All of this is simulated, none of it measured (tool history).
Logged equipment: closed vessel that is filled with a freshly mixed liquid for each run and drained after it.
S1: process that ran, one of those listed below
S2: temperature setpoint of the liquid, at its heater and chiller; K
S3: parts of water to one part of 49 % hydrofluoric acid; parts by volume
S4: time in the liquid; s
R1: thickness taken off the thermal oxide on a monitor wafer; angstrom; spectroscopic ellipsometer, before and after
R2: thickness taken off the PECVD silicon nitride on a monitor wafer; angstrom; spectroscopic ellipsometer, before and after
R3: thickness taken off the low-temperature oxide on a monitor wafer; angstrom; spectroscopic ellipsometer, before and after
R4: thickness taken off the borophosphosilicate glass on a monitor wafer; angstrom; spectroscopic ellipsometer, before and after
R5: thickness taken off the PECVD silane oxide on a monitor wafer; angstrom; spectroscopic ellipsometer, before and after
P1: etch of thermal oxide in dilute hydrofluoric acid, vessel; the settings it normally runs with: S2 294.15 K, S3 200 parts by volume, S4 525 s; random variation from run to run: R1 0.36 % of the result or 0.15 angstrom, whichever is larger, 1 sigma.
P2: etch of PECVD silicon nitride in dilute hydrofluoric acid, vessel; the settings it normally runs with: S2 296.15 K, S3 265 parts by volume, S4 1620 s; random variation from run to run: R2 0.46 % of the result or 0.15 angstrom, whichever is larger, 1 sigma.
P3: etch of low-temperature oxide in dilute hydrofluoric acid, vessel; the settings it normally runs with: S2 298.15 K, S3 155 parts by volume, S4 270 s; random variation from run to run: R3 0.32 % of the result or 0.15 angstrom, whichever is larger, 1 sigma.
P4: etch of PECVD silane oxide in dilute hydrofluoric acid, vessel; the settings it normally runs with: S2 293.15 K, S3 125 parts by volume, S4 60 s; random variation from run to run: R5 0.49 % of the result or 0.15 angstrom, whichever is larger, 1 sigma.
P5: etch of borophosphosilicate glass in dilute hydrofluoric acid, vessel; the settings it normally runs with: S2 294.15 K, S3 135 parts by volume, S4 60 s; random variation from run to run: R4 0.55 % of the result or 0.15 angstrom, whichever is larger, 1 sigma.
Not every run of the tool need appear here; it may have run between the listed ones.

{"run": 1, "day": 0.3, "S1": "P1", "S2": 294.15, "S3": 200, "S4": 525, "R1": 96.53}
{"run": 2, "day": 0.621, "S1": "P1", "S2": 290.15, "S3": 265, "S4": 525, "R1": 58.808}
{"run": 3, "day": 0.975, "S1": "P1", "S2": 294.15, "S3": 315, "S4": 525, "R1": 55.156}
{"run": 4, "day": 1.262, "S1": "P2", "S2": 290.15, "S3": 265, "S4": 1620, "R2": 221.92}
{"run": 5, "day": 1.654, "S1": "P3", "S2": 298.15, "S3": 85, "S4": 270, "R3": 831.98}
{"day": 2.033, "done": "hydrofluoric acid flow meter replaced"}
{"run": 6, "day": 2.058, "S1": "P3", "S2": 298.15, "S3": 155, "S4": 460, "R3": 713.17}
{"run": 7, "day": 2.317, "S1": "P1", "S2": 290.15, "S3": 200, "S4": 525, "R1": 82.382}
{"run": 8, "day": 2.546, "S1": "P1", "S2": 294.15, "S3": 200, "S4": 525, "R1": 96.782}
{"run": 9, "day": 2.871, "S1": "P5", "S2": 294.15, "S3": 135, "S4": 60, "R4": 222.55}
{"run": 10, "day": 3.242, "S1": "P5", "S2": 294.15, "S3": 135, "S4": 30, "R4": 111.45}
{"run": 11, "day": 3.542, "S1": "P2", "S2": 296.15, "S3": 155, "S4": 1620, "R2": 551.87}
{"run": 12, "day": 3.771, "S1": "P4", "S2": 293.15, "S3": 50, "S4": 60, "R5": 244.23}
{"run": 13, "day": 4.1, "S1": "P2", "S2": 296.15, "S3": 265, "S4": 1620, "R2": 325.83}
{"run": 14, "day": 4.342, "S1": "P5", "S2": 290.15, "S3": 135, "S4": 60, "R4": 187.47}
{"run": 15, "day": 4.546, "S1": "P5", "S2": 294.15, "S3": 135, "S4": 60, "R4": 220.46}
{"run": 16, "day": 4.95, "S1": "P2", "S2": 296.15, "S3": 265, "S4": 1620, "R2": 327.12}
{"run": 17, "day": 5.35, "S1": "P1", "S2": 294.15, "S3": 75, "S4": 525, "R1": 295.16}
{"run": 18, "day": 5.808, "S1": "P4", "S2": 293.15, "S3": 125, "S4": 60, "R5": 90.556}
{"run": 19, "day": 6.067, "S1": "P1", "S2": 294.15, "S3": 200, "S4": 525, "R1": 97.089}
{"run": 20, "day": 6.483, "S1": "P1", "S2": 301.65, "S3": 200, "S4": 525, "R1": 127.25}
{"run": 21, "day": 6.833, "S1": "P4", "S2": 298.65, "S3": 125, "S4": 60, "R5": 111.21}
{"run": 22, "day": 7.208, "S1": "P4", "S2": 293.15, "S3": 125, "S4": 30, "R5": 45.587}
{"run": 23, "day": 7.454, "S1": "P1", "S2": 294.15, "S3": 200, "S4": 525, "R1": 96.635}
{"run": 24, "day": 7.662, "S1": "P5", "S2": 294.15, "S3": 235, "S4": 60, "R4": 115.06}
{"run": 25, "day": 7.904, "S1": "P1", "S2": 294.15, "S3": 200, "S4": 525, "R1": 96.787}
{"run": 26, "day": 8.183, "S1": "P1", "S2": 294.15, "S3": 200, "S4": 770, "R1": 142.76}
{"run": 27, "day": 8.392, "S1": "P1", "S2": 294.15, "S3": 200, "S4": 65, "R1": 11.883}
{"run": 28, "day": 8.75, "S1": "P2", "S2": 296.15, "S3": 265, "S4": 705, "R2": 143.15}
{"run": 29, "day": 9.15, "S1": "P1", "S2": 294.15, "S3": 200, "S4": 525, "R1": 97.072}
{"run": 30, "day": 9.488, "S1": "P3", "S2": 303.15, "S3": 155, "S4": 270, "R3": 499.58}
{"run": 31, "day": 9.733, "S1": "P3", "S2": 298.15, "S3": 155, "S4": 270, "R3": 418.4}
{"run": 32, "day": 9.938, "S1": "P1", "S2": 294.15, "S3": 200, "S4": 525, "R1": 97.663}
{"run": 33, "day": 10.208, "S1": "P1", "S2": 294.15, "S3": 200, "S4": 525, "R1": 94.364}
{"run": 34, "day": 10.592, "S1": "P1", "S2": 294.15, "S3": 200, "S4": 525, "R1": 92.415}
{"run": 35, "day": 10.812, "S1": "P1", "S2": 294.15, "S3": 200, "S4": 525, "R1": 91.427}
{"run": 36, "day": 11.017, "S1": "P1", "S2": 294.15, "S3": 200, "S4": 525, "R1": 90.669}
{"run": 37, "day": 11.425, "S1": "P1", "S2": 294.15, "S3": 200, "S4": 525, "R1": 90.451}
{"run": 38, "day": 11.65, "S1": "P1", "S2": 294.15, "S3": 200, "S4": 525, "R1": 90.394}
{"run": 39, "day": 11.858, "S1": "P1", "S2": 294.15, "S3": 200, "S4": 525, "R1": 90.62}
{"run": 40, "day": 12.262, "S1": "P1", "S2": 294.15, "S3": 200, "S4": 525, "R1": 90.175}
{"run": 41, "day": 12.567, "S1": "P1", "S2": 294.15, "S3": 200, "S4": 525, "R1": 90.286}

P1 has crept away from where it was. The log is fitted equally well by each of these 2 causes, at the sizes shown:
A: liquid colder than its thermometer reads (K) = 1.95
B: hydrofluoric acid flow below the setpoint (%) = 6.05
Creep in the process output first set in at about day 9.938.

4 check runs are offered, one wafer each, their results left as question marks. Which one tells the causes apart?
{"run": "check 1", "day": 12.871, "S1": "P3", "S2": 298.15, "S3": 155, "S4": 270, "R3": "?"}
{"run": "check 2", "day": 12.871, "S1": "P2", "S2": 296.15, "S3": 265, "S4": 1620, "R2": "?"}
{"run": "check 3", "day": 12.871, "S1": "P4", "S2": 293.15, "S3": 125, "S4": 60, "R5": "?"}
{"run": "check 4", "day": 12.871, "S1": "P5", "S2": 294.15, "S3": 135, "S4": 60, "R4": "?"}

What every check run would give for each of its results, assuming each possible cause in turn:
check=check_1 result=R3 if_A=388.07 if_B=388.21
check=check_2 result=R2 if_A=287.84 if_B=306.05
check=check_3 result=R5 if_A=83.433 if_B=84.147
check=check_4 result=R4 if_A=204.78 if_B=206.13
Minimum pairwise separation of causes per check, each pair taken at its best-separating result: check 1 0.03 %; check 2 6.13 %; check 3 0.85 %; check 4 0.65 %
Only in check 2 would the causes give clearly different results; in the remaining checks their results would be nearly the same.

Check 2 was then run and gave: R2 290.38 angstrom. Which cause is it?

It was cause A: liquid colder than its thermometer reads (K).
